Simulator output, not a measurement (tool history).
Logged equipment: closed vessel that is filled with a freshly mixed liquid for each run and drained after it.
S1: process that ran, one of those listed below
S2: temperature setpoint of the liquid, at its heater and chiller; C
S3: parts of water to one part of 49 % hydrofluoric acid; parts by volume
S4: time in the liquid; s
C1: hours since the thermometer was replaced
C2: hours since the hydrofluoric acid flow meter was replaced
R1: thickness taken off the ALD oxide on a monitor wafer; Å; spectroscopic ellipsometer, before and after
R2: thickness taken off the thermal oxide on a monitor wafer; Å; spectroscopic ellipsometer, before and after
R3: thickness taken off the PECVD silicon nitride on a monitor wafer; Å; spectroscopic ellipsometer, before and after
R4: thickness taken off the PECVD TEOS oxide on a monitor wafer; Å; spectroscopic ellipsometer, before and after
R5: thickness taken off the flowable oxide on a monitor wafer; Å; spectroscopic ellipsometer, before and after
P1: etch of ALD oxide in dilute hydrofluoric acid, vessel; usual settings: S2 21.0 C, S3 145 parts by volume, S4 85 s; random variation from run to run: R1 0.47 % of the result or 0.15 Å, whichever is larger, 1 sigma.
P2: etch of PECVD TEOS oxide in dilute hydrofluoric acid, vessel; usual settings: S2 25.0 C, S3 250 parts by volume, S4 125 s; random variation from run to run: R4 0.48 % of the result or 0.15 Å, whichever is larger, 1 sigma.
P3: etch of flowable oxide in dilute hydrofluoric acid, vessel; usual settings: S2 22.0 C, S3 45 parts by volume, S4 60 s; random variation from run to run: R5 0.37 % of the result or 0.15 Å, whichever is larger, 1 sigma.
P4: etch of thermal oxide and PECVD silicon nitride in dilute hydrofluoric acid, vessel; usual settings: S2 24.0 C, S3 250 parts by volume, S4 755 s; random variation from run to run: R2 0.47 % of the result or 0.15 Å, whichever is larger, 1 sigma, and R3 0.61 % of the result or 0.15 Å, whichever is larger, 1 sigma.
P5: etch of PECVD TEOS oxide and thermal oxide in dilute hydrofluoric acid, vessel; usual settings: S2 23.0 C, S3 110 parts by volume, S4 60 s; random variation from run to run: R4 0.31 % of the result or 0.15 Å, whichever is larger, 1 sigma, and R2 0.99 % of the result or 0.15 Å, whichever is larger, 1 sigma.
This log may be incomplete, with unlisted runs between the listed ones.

| run | hour | S1 | S2 | S3 | S4 | C1 | C2 | R1 | R2 | R3 | R4 | R5 |
|---|---|---|---|---|---|---|---|---|---|---|---|---|
| 1 | 5.0 | P1 | 21.0 | 145 | 85 | 437.2 | 365.4 | 92.452 |  |  |  |  |
| 2 | 10.1 | P4 | 19.5 | 250 | 755 | 442.3 | 370.5 |  | 105.880 | 43.142 |  |  |
| 3 | 16.9 | P5 | 23.0 | 110 | 60 | 449.1 | 377.3 |  | 25.501 |  | 96.818 |  |
| 4 | 22.9 | P1 | 17.0 | 145 | 85 | 455.1 | 383.3 | 79.114 |  |  |  |  |
| 5 | 27.8 | P3 | 22.0 | 45 | 60 | 460.0 | 388.2 |  |  |  |  | 567.22 |
| 6 | 35.1 | P4 | 24.0 | 250 | 755 | 467.3 | 395.5 |  | 124.710 | 57.623 |  |  |
| 7 | 41.8 | P1 | 21.0 | 145 | 85 | 474.0 | 402.2 | 92.184 |  |  |  |  |
| 8 | 48.4 | P3 | 22.0 | 45 | 30 | 480.6 | 408.8 |  |  |  |  | 285.81 |
| 9 | 55.2 | P1 | 21.0 | 145 | 35 | 487.4 | 415.6 | 38.223 |  |  |  |  |
| 10 | 61.9 | P3 | 22.0 | 80 | 60 | 494.1 | 422.3 |  |  |  |  | 305.49 |
| 11 | 68.1 | P3 | 22.0 | 45 | 60 | 500.3 | 428.5 |  |  |  |  | 563.93 |
| 12 | 74.9 | P1 | 21.0 | 145 | 85 | 507.1 | 435.3 | 92.436 |  |  |  |  |
| 13 | 82.1 | P4 | 24.0 | 250 | 755 | 514.3 | 442.5 |  | 125.170 | 57.816 |  |  |
| 14 | 87.9 | P2 | 25.0 | 250 | 125 | 520.1 | 448.3 |  |  |  | 110.760 |  |
| 15 | 93.3 | P2 | 25.0 | 45 | 125 | 525.5 | 453.7 |  |  |  | 772.250 |  |
| 16 | 99.3 | P1 | 21.0 | 145 | 85 | 531.5 | 459.7 | 92.461 |  |  |  |  |
| 17 | 104.3 | P1 | 21.0 | 145 | 85 | 536.5 | 464.7 | 92.598 |  |  |  |  |
| 18 | 109.8 | P1 | 21.0 | 235 | 85 | 542.0 | 470.2 | 52.446 |  |  |  |  |
| 19 | 113.5 | P2 | 20.0 | 250 | 125 | 545.7 | 473.9 |  |  |  | 92.025 |  |
| 20 | 118.7 | P1 | 21.0 | 145 | 85 | 550.9 | 479.1 | 92.696 |  |  |  |  |
| 21 | 123.7 | P5 | 23.0 | 110 | 30 | 555.9 | 484.1 |  | 12.579 |  | 48.775 |  |
| 22 | 128.9 | P4 | 24.0 | 250 | 1515 | 561.1 | 489.3 |  | 251.010 | 114.800 |  |  |
| 23 | 133.8 | P1 | 21.0 | 80 | 85 | 566.0 | 494.2 | 180.380 |  |  |  |  |
| 24 | 137.5 | P5 | 30.5 | 110 | 60 | 569.7 | 497.9 |  | 33.356 |  | 129.370 |  |
| 25 | 144.4 | P1 | 21.0 | 145 | 165 | 576.6 | 504.8 | 179.910 |  |  |  |  |
| 26 | 149.5 | P3 | 17.0 | 45 | 60 | 581.7 | 509.9 |  |  |  |  | 457.79 |
| 27 | 153.8 | P2 | 25.0 | 250 | 125 | 586.0 | 514.2 |  |  |  | 110.530 |  |
| 28 | 158.4 | P4 | 24.0 | 425 | 755 | 590.6 | 518.8 |  | 62.235 | 34.117 |  |  |
| 29 | 165.5 | P5 | 23.0 | 195 | 60 | 597.7 | 525.9 |  | 12.793 |  | 49.856 |  |
| 30 | 169.5 | P2 | 25.0 | 250 | 30 | 601.7 | 529.9 |  |  |  | 26.556 |  |
| 31 | 175.4 | P1 | 21.0 | 245 | 160 | 607.6 | 535.8 | 92.766 |  |  |  |  |
| 32 | 180.7 | P1 | 25.0 | 145 | 85 | 612.9 | 541.1 | 108.360 |  |  |  |  |
| 33 | 184.5 | P1 | 21.0 | 145 | 85 | 616.7 | 544.9 | 92.970 |  |  |  |  |
| 34 | 190.0 | P1 | 21.0 | 145 | 85 | 622.2 | 550.4 | 95.696 |  |  |  |  |
| 35 | 194.4 | P1 | 21.0 | 145 | 85 | 626.6 | 554.8 | 96.358 |  |  |  |  |
| 36 | 201.7 | P1 | 21.0 | 145 | 85 | 633.9 | 562.1 | 98.030 |  |  |  |  |
| 37 | 205.5 | P1 | 21.0 | 145 | 85 | 637.7 | 565.9 | 98.231 |  |  |  |  |

The next listed run, before its measurement:
| 38 | 209.5 | P1 | 21.0 | 145 | 85 | 641.7 | 569.9 | ? |  |  |  |  |

{"run 38": {"R1": 99.653}}

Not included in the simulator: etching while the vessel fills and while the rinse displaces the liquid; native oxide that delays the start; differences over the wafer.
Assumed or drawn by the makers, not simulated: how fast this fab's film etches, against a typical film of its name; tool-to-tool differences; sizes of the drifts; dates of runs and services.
